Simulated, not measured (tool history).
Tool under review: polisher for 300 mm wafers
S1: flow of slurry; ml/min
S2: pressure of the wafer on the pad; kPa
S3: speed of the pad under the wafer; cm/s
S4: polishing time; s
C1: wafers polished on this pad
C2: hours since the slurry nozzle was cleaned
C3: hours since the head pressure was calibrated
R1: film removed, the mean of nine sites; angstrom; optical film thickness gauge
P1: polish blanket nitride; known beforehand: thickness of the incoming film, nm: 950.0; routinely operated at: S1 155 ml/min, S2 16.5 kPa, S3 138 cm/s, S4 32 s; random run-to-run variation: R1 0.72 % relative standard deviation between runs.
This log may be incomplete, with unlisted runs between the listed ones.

run 1 hour=4.8 | S1=155 S2=16.5 S3=138 S4=32 | C1=352 C2=98.5 C3=335.4 | R1=414.69
run 2 hour=10.1 | S1=155 S2=16.5 S3=138 S4=32 | C1=431 C2=103.8 C3=340.7 | R1=419.01
run 3 hour=14.9 | S1=155 S2=16.5 S3=138 S4=45 | C1=503 C2=108.6 C3=345.5 | R1=586.96
run 4 hour=25.0 | S1=155 S2=16.5 S3=138 S4=32 | C1=653 C2=118.7 C3=355.6 | R1=420.49
run 5 hour=35.1 | S1=155 S2=16.5 S3=210 S4=32 | C1=804 C2=128.8 C3=365.7 | R1=586.84
-- hour=37.8 head pressure recalibrated
run 6 hour=43.0 | S1=155 S2=11.0 S3=138 S4=32 | C1=922 C2=136.7 C3=5.3 | R1=275.65
run 7 hour=49.1 | S1=155 S2=16.5 S3=90 S4=32 | C1=1013 C2=142.8 C3=11.4 | R1=293.40
run 8 hour=54.8 | S1=110 S2=16.5 S3=138 S4=43 | C1=1099 C2=148.5 C3=17.1 | R1=522.97
run 9 hour=63.9 | S1=155 S2=22.8 S3=138 S4=32 | C1=1235 C2=157.6 C3=26.2 | R1=569.18
-- hour=69.4 slurry nozzle cleaned
run 10 hour=74.1 | S1=240 S2=16.5 S3=138 S4=32 | C1=1387 C2=4.8 C3=36.4 | R1=444.35
run 11 hour=80.7 | S1=155 S2=16.5 S3=138 S4=32 | C1=1486 C2=11.4 C3=43.0 | R1=419.02
run 12 hour=89.1 | S1=155 S2=16.5 S3=138 S4=32 | C1=1611 C2=19.8 C3=51.4 | R1=417.15
run 13 hour=95.6 | S1=155 S2=16.5 S3=138 S4=21 | C1=1708 C2=26.3 C3=57.9 | R1=275.29
run 14 hour=104.2 | S1=95 S2=16.5 S3=138 S4=32 | C1=1837 C2=34.9 C3=66.5 | R1=377.37
run 15 hour=111.5 | S1=155 S2=16.5 S3=138 S4=32 | C1=1946 C2=42.2 C3=73.8 | R1=417.75
run 16 hour=121.1 | S1=155 S2=16.5 S3=138 S4=32 | C1=2089 C2=51.8 C3=83.4 | R1=413.87

Forecast run 17:
run 17 hour=131.4 | S1=155 S2=16.5 S3=138 S4=32 | C1=2243 C2=62.1 C3=93.7 | R1=?

Run 17 measured R1 402.73 angstrom.
